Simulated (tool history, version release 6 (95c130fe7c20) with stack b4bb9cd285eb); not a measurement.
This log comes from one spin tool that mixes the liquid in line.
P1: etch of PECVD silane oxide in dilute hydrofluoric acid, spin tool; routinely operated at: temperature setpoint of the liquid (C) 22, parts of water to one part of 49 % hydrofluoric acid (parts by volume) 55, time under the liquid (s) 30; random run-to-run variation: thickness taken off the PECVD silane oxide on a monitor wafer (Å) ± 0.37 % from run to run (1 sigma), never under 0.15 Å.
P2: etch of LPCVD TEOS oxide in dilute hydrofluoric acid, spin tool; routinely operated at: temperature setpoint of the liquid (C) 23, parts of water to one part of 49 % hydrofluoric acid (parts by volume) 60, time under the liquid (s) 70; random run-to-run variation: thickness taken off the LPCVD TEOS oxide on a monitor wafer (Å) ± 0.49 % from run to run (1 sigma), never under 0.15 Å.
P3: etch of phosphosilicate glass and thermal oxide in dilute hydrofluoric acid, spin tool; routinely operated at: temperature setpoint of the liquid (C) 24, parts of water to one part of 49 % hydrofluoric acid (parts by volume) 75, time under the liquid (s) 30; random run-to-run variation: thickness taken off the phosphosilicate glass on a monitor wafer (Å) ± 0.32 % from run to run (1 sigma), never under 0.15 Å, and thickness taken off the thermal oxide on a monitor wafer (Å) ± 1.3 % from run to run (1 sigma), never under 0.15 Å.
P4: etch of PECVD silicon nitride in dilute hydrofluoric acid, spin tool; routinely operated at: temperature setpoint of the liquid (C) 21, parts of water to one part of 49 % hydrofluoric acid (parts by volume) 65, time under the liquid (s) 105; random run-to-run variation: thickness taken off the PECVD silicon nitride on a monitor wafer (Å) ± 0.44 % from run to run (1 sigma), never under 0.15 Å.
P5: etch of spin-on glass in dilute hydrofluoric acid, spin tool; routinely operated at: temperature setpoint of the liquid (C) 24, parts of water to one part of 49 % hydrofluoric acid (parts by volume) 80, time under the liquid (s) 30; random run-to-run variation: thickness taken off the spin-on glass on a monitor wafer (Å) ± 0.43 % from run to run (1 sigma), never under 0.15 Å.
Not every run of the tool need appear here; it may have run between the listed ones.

run     day  process that ran  temperature setpoint of the liquid (C)  parts of water to one part of 49 % hydrofluoric acid (parts by volume)  time under the liquid (s)  hours since the thermometer was replaced  hours since the hydrofluoric acid flow meter was replaced  thickness taken off the PECVD silane oxide on a monitor wafer (Å)  thickness taken off the spin-on glass on a monitor wafer (Å)  thickness taken off the phosphosilicate glass on a monitor wafer (Å)  thickness taken off the thermal oxide on a monitor wafer (Å)  thickness taken off the PECVD silicon nitride on a monitor wafer (Å)  thickness taken off the LPCVD TEOS oxide on a monitor wafer (Å)
  1   0.317                P1                                      22                                                                      55                         30                                     210.9                                                      725.5                                                             260.56
  2   0.754                P5                                      24                                                                      80                         30                                     221.4                                                        736                                                                                                                           225.83
  3       1                P3                                      24                                                                      75                         30                                     227.3                                                      741.9                                                                                                                                                                                                 324.68                                                        20.645
  4   1.404                P1                                      28                                                                      55                         15                                       237                                                      751.6                                                             167.08
  5   1.862                P1                                      22                                                                      55                         30                                       248                                                      762.6                                                             259.36
  6   2.071                P1                                      22                                                                      55                         50                                       253                                                      767.6                                                             437.03
  7   2.367                P3                                      24                                                                      75                         30                                     260.1                                                      774.7                                                                                                                                                                                                 322.77                                                        20.736
  8   2.775                P5                                      17                                                                      80                         30                                     269.9                                                      784.5                                                                                                                           167.86
  9   3.129                P3                                      24                                                                      75                         15                                     278.4                                                        793                                                                                                                                                                                                 161.91                                                        10.087
 10     3.4                P1                                      22                                                                      20                         55                                     284.9                                                      799.5                                                             1379.4
 11   3.667                P5                                      24                                                                      30                         30                                     291.3                                                      805.9                                                                                                                           640.16
 12   4.017                P5                                      24                                                                      80                         30                                     299.7                                                      814.3                                                                                                                           226.43
 13   4.325                P4                                      21                                                                      65                        105                                     307.1                                                      821.7                                                                                                                                                                                                                                                                                                                                     72.018
 14   4.558                P1                                      22                                                                      55                         30                                     312.7                                                      827.3                                                             260.93
 15   5.012                P2                                      23                                                                      25                         70                                     323.6                                                      838.2                                                                                                                                                                                                                                                                                                                                                                                                      581.87
 16    5.45                P1                                      22                                                                      55                         30                                     334.1                                                      848.7                                                             258.43
 17   5.867                P3                                      24                                                                      20                         30                                     344.1                                                      858.7                                                                                                                                                                                                 1303.4                                                        83.415
 18   6.279                P4                                      21                                                                      65                        105                                       354                                                      868.6                                                                                                                                                                                                                                                                                                                                     72.419
 19   6.608                P1                                      22                                                                      55                         15                                     361.9                                                      876.5                                                              129.8
 20   6.912                P2                                      23                                                                      60                         70                                     369.2                                                      883.8                                                                                                                                                                                                                                                                                                                                                                                                      231.69
 21   7.238                P3                                      17                                                                      75                         30                                       377                                                      891.6                                                                                                                                                                                                 240.21                                                        15.225
 22   7.604                P1                                      22                                                                     105                         30                                     385.8                                                      900.4                                                             127.96
 23   7.958                P1                                    27.5                                                                      55                         30                                     394.3                                                      908.9                                                             326.08
 24   8.233                P1                                    25.5                                                                      25                         30                                     400.9                                                      915.5                                                             685.07
 25   8.579                P2                                      17                                                                      60                         70                                     409.2                                                      923.8                                                                                                                                                                                                                                                                                                                                                                                                      179.23
 26   8.933                P4                                      21                                                                      65                         55                                     417.7                                                      932.3                                                                                                                                                                                                                                                                                                                                     37.479
 27   9.233                P1                                      22                                                                      55                         30                                     424.9                                                      939.5                                                             260.95
 28   9.579                P5                                      24                                                                      80                         60                                     433.2                                                      947.8                                                                                                                           449.19
 29  10.046                P4                                      21                                                                     105                        105                                     444.4                                                        959                                                                                                                                                                                                                                                                                                                                     45.832
 30  10.483                P1                                      17                                                                      55                         30                                     454.9                                                      969.5                                                             211.21
 31  10.704                P2                                      23                                                                      60                         15                                     460.2                                                      974.8                                                                                                                                                                                                                                                                                                                                                                                                      48.923
 32  11.121                P1                                      22                                                                      20                         30                                     470.2                                                      984.8                                                             749.04
 33  11.542                P4                                      17                                                                      65                        105                                     480.3                                                      994.9                                                                                                                                                                                                                                                                                                                                     55.236
 34  11.858                P1                                      22                                                                      55                         30                                     487.9                                                     1002.5                                                              258.5
 35  12.188                P1                                      22                                                                      55                         30                                     495.8                                                     1010.4                                                             251.81
 36  12.479                P1                                      22                                                                      55                         30                                     502.8                                                     1017.4                                                             247.38
 37  12.738                P1                                      22                                                                      55                         30                                       509                                                     1023.6                                                             245.53
 38  13.179                P1                                      22                                                                      55                         30                                     519.6                                                     1034.2                                                             242.43
 39  13.392                P1                                      22                                                                      55                         30                                     524.7                                                     1039.3                                                             241.66
 40  13.846                P1                                      22                                                                      55                         30                                     535.6                                                     1050.2                                                             242.11
 41  14.062                P1                                      22                                                                      55                         30                                     540.8                                                     1055.4                                                             239.91
 42    14.4                P1                                      22                                                                      55                         30                                     548.9                                                     1063.5                                                             239.95
 43  14.629                P1                                      22                                                                      55                         30                                     554.4                                                       1069                                                              238.9
 44  14.962                P1                                      22                                                                      55                         30                                     562.4                                                       1077                                                             238.71

P1 has crept away from where it was. The log is fitted equally well by each of these 2 causes, at the sizes shown:
A: liquid colder than its thermometer reads (K) = 1.97
B: hydrofluoric acid flow below the setpoint (%) = 7.4
At approximately day 11.858, the process output began to creep.

Consider the 4 single-wafer check runs listed below, results given as question marks: which one distinguishes between the causes by giving clearly different results for each?
check 1  15.296                P4                                      21                                                                      65                        105                                                                                                                                                                                                                                                                                                                                                                                                                                               ?
check 2  15.296                P5                                      24                                                                      80                         30                                                                                                                                                                                                                                     ?
check 3  15.296                P3                                      24                                                                      75                         30                                                                                                                                                                                                                                                                                                           ?                                                             ?
check 4  15.296                P2                                      23                                                                      60                         70                                                                                                                                                                                                                                                                                                                                                                                                                                                                                                                ?

How each check would come out, cause by cause:
  check                                                                result    if A    if B
check 1  thickness taken off the PECVD silicon nitride on a monitor wafer (Å)  63.471  67.459
check 2          thickness taken off the spin-on glass on a monitor wafer (Å)  207.91  206.87
check 3  thickness taken off the phosphosilicate glass on a monitor wafer (Å)  298.73  297.46
check 3          thickness taken off the thermal oxide on a monitor wafer (Å)  18.954  18.873
check 4       thickness taken off the LPCVD TEOS oxide on a monitor wafer (Å)  212.92  212.67
Smallest distance between any two causes, each pair judged by its most separating result, in per cent: check 1 6.09 %; check 2 0.5 %; check 3 0.43 %; check 4 0.12 %
Only check 1 tells the causes apart: in the others they would give nearly the same result.

Running check 1 produced the following: thickness taken off the PECVD silicon nitride on a monitor wafer (Å) 63.707. Which one of the listed causes fits?

Of the candidate causes, it is A: liquid colder than its thermometer reads (K).
